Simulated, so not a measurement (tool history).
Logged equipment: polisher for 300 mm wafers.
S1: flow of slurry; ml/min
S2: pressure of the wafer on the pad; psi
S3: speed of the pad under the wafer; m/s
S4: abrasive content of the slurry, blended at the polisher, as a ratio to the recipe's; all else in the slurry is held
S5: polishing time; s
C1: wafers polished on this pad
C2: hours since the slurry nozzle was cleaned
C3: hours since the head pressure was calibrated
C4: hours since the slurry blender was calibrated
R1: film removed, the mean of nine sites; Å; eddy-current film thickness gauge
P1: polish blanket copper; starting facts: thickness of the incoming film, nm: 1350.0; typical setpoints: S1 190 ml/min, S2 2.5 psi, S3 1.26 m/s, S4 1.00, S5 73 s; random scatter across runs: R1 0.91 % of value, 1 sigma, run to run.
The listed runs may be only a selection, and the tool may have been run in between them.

| run | hour | S1 | S2 | S3 | S4 | S5 | C1 | C2 | C3 | C4 | R1 |
|---|---|---|---|---|---|---|---|---|---|---|---|
| 1 | 13.1 | 190 | 2.5 | 1.26 | 1.00 | 73 | 624 | 339.2 | 423.8 | 115.4 | 2100.90 |
| 2 | 23.4 | 190 | 2.5 | 1.26 | 1.00 | 73 | 733 | 349.5 | 434.1 | 125.7 | 2088.50 |
| 3 | 33.2 | 190 | 2.5 | 0.56 | 1.00 | 73 | 836 | 359.3 | 443.9 | 135.5 | 945.85 |
| 4 | 51.1 | 190 | 2.5 | 1.26 | 1.00 | 73 | 1025 | 377.2 | 461.8 | 153.4 | 2087.40 |
| 5 | 64.4 | 190 | 2.5 | 1.26 | 1.00 | 112 | 1165 | 390.5 | 475.1 | 166.7 | 3257.90 |
| 6 | 72.7 | 190 | 2.5 | 1.26 | 0.60 | 52 | 1253 | 398.8 | 483.4 | 175.0 | 1350.40 |
| 7 | 86.2 | 190 | 2.5 | 1.26 | 0.55 | 73 | 1396 | 412.3 | 496.9 | 188.5 | 1866.90 |
| 8 | 95.4 | 190 | 2.5 | 1.26 | 1.40 | 73 | 1493 | 421.5 | 506.1 | 197.7 | 2269.90 |
| 9 | 107.5 | 190 | 2.5 | 1.94 | 1.00 | 73 | 1620 | 433.6 | 518.2 | 209.8 | 3218.80 |
| 10 | 116.4 | 190 | 3.9 | 1.26 | 1.00 | 73 | 1714 | 442.5 | 527.1 | 218.7 | 3285.40 |
| 11 | 125.2 | 190 | 2.5 | 1.26 | 1.00 | 33 | 1807 | 451.3 | 535.9 | 227.5 | 947.56 |
| 12 | 133.7 | 190 | 2.5 | 1.26 | 1.00 | 73 | 1897 | 459.8 | 544.4 | 236.0 | 2144.30 |
|  | 141.5 | slurry blender recalibrated |
| 13 | 147.4 | 125 | 2.5 | 1.26 | 1.00 | 73 | 2042 | 473.5 | 558.1 | 5.9 | 1983.70 |
| 14 | 158.9 | 270 | 2.5 | 1.26 | 1.00 | 73 | 2163 | 485.0 | 569.6 | 17.4 | 2214.40 |
| 15 | 175.8 | 190 | 2.5 | 1.26 | 1.00 | 73 | 2341 | 501.9 | 586.5 | 34.3 | 2114.60 |
| 16 | 192.3 | 255 | 2.5 | 1.26 | 1.00 | 105 | 2516 | 518.4 | 603.0 | 50.8 | 3132.10 |
| 17 | 203.4 | 190 | 1.3 | 1.26 | 1.00 | 73 | 2633 | 529.5 | 614.1 | 61.9 | 1107.50 |
| 18 | 217.2 | 190 | 2.5 | 1.26 | 1.00 | 73 | 2779 | 543.3 | 627.9 | 75.7 | 2085.60 |
| 19 | 230.6 | 190 | 2.5 | 1.26 | 1.00 | 73 | 2920 | 556.7 | 641.3 | 89.1 | 2055.40 |
| 20 | 243.3 | 190 | 2.5 | 1.26 | 1.00 | 73 | 3054 | 569.4 | 654.0 | 101.8 | 2038.60 |
|  | 243.7 | head pressure recalibrated |
| 21 | 252.7 | 190 | 2.5 | 1.26 | 1.00 | 73 | 3153 | 578.8 | 9.1 | 111.2 | 1976.00 |
|  | 262.5 | slurry blender recalibrated |
| 22 | 267.6 | 190 | 2.5 | 1.26 | 1.00 | 73 | 3311 | 593.7 | 24.0 | 5.2 | 1968.10 |
| 23 | 276.4 | 190 | 2.5 | 1.26 | 1.00 | 73 | 3404 | 602.5 | 32.8 | 14.0 | 1959.80 |
| 24 | 287.3 | 190 | 2.5 | 1.26 | 1.00 | 73 | 3519 | 613.4 | 43.7 | 24.9 | 1965.10 |

The log shows P1 creeping away from where it was. Any of the 2 causes listed here, at the size stated for it, fits the log just as well as the others:
A: slurry flow missing at the pad, % = 35.8
B: removal rate lost through wear of the pad, % = 7.32
The process output started creeping at around hour 217.2.
Excluded causes, each with its reason:
head's pressure below its setpoint, %: serviced at hour 243.7, after the drift had started, without restoring the earlier output
abrasive missing from the slurry, %: serviced at hour 262.5, after the drift had started, without restoring the earlier output

The 4 check runs listed below each average the results of 5 wafers, and their outcomes are marked with question marks. Under which run would the listed causes produce clearly different results?
| check 1 | 298.2 | 190 | 2.5 | 0.60 | 1.00 | 93 |  |  |  |  | ? |
| check 2 | 298.2 | 190 | 3.9 | 1.26 | 1.00 | 34 |  |  |  |  | ? |
| check 3 | 298.2 | 190 | 2.5 | 1.94 | 1.00 | 51 |  |  |  |  | ? |
| check 4 | 298.2 | 130 | 2.5 | 1.86 | 1.00 | 73 |  |  |  |  | ? |

Check results expected under each cause:
| check | result | if A | if B |
|---|---|---|---|
| check 1 | R1 | 1191.60 | 1191.70 |
| check 2 | R1 | 1427.10 | 1427.20 |
| check 3 | R1 | 2112.80 | 2113.00 |
| check 4 | R1 | 2638.40 | 2722.20 |
How far apart the two closest causes lie, in the result that separates them most: check 1 0.01 %; check 2 0.01 %; check 3 0.01 %; check 4 3.13 %
Of the check runs offered, only check 4 discriminates between the causes; the rest would read about the same regardless of which cause applies.

Check 4 was then run and gave: R1 2654.70 Å. Which cause is it?

It was cause A: slurry flow missing at the pad, %.

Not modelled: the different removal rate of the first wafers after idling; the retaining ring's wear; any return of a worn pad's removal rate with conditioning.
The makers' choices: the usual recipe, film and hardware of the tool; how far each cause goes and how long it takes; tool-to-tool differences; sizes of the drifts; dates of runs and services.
